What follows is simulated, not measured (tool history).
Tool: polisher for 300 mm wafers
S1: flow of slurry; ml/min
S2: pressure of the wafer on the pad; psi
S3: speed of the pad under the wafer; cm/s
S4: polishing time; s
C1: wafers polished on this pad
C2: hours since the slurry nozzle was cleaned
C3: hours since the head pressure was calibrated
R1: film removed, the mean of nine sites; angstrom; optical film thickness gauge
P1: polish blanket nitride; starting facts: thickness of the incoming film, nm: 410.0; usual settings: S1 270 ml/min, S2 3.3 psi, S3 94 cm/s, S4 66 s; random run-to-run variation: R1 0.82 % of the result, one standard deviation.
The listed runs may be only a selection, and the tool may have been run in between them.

{"run": 1, "hour": 5.0, "S1": 270, "S2": 3.3, "S3": 94, "S4": 66, "C1": 538, "C2": 140.0, "C3": 507.5, "R1": 875.99}
{"run": 2, "hour": 7.9, "S1": 195, "S2": 3.3, "S3": 94, "S4": 32, "C1": 569, "C2": 142.9, "C3": 510.4, "R1": 417.67}
{"run": 3, "hour": 12.3, "S1": 160, "S2": 3.3, "S3": 94, "S4": 66, "C1": 616, "C2": 147.3, "C3": 514.8, "R1": 820.89}
{"run": 4, "hour": 15.2, "S1": 270, "S2": 3.3, "S3": 94, "S4": 44, "C1": 647, "C2": 150.2, "C3": 517.7, "R1": 580.88}
{"run": 5, "hour": 17.5, "S1": 270, "S2": 3.3, "S3": 56, "S4": 66, "C1": 672, "C2": 152.5, "C3": 520.0, "R1": 588.9}
{"run": 6, "hour": 22.4, "S1": 395, "S2": 3.3, "S3": 94, "S4": 91, "C1": 724, "C2": 157.4, "C3": 524.9, "R1": 1246.7}
{"run": 7, "hour": 25.5, "S1": 270, "S2": 5.3, "S3": 94, "S4": 66, "C1": 757, "C2": 160.5, "C3": 528.0, "R1": 1411.8}
{"run": 8, "hour": 28.6, "S1": 365, "S2": 3.3, "S3": 94, "S4": 66, "C1": 791, "C2": 163.6, "C3": 531.1, "R1": 903.38}
{"run": 9, "hour": 32.3, "S1": 270, "S2": 3.3, "S3": 94, "S4": 66, "C1": 830, "C2": 167.3, "C3": 534.8, "R1": 889.22}
{"run": 10, "hour": 34.6, "S1": 270, "S2": 3.3, "S3": 94, "S4": 103, "C1": 855, "C2": 169.6, "C3": 537.1, "R1": 1399.9}
{"run": 11, "hour": 37.8, "S1": 270, "S2": 3.3, "S3": 94, "S4": 66, "C1": 889, "C2": 172.8, "C3": 540.3, "R1": 884.67}
{"run": 12, "hour": 41.3, "S1": 185, "S2": 4.7, "S3": 94, "S4": 66, "C1": 926, "C2": 176.3, "C3": 543.8, "R1": 1197.5}
{"run": 13, "hour": 44.4, "S1": 270, "S2": 3.3, "S3": 94, "S4": 66, "C1": 959, "C2": 179.4, "C3": 546.9, "R1": 884.48}
{"run": 14, "hour": 46.7, "S1": 270, "S2": 3.3, "S3": 122, "S4": 66, "C1": 984, "C2": 181.7, "C3": 549.2, "R1": 1071.7}
{"run": 15, "hour": 51.3, "S1": 270, "S2": 3.3, "S3": 94, "S4": 66, "C1": 1033, "C2": 186.3, "C3": 553.8, "R1": 886.76}
{"run": 16, "hour": 55.5, "S1": 270, "S2": 1.6, "S3": 94, "S4": 66, "C1": 1078, "C2": 190.5, "C3": 558.0, "R1": 427.6}
{"run": 17, "hour": 57.7, "S1": 270, "S2": 3.3, "S3": 94, "S4": 66, "C1": 1101, "C2": 192.7, "C3": 560.2, "R1": 890.45}
{"run": 18, "hour": 60.9, "S1": 270, "S2": 3.3, "S3": 94, "S4": 66, "C1": 1136, "C2": 195.9, "C3": 563.4, "R1": 864.96}
{"run": 19, "hour": 65.2, "S1": 270, "S2": 3.3, "S3": 94, "S4": 66, "C1": 1181, "C2": 200.2, "C3": 567.7, "R1": 837.51}
{"hour": 67.1, "done": "head pressure recalibrated"}
{"run": 20, "hour": 69.9, "S1": 270, "S2": 3.3, "S3": 94, "S4": 66, "C1": 1232, "C2": 204.9, "C3": 2.9, "R1": 830.72}

Predict the results of run 21:
{"run": 21, "hour": 73.0, "S1": 270, "S2": 3.3, "S3": 94, "S4": 66, "C1": 1265, "C2": 208.0, "C3": 6.0, "R1": "?"}

{"run 21": {"R1": 836.49}}
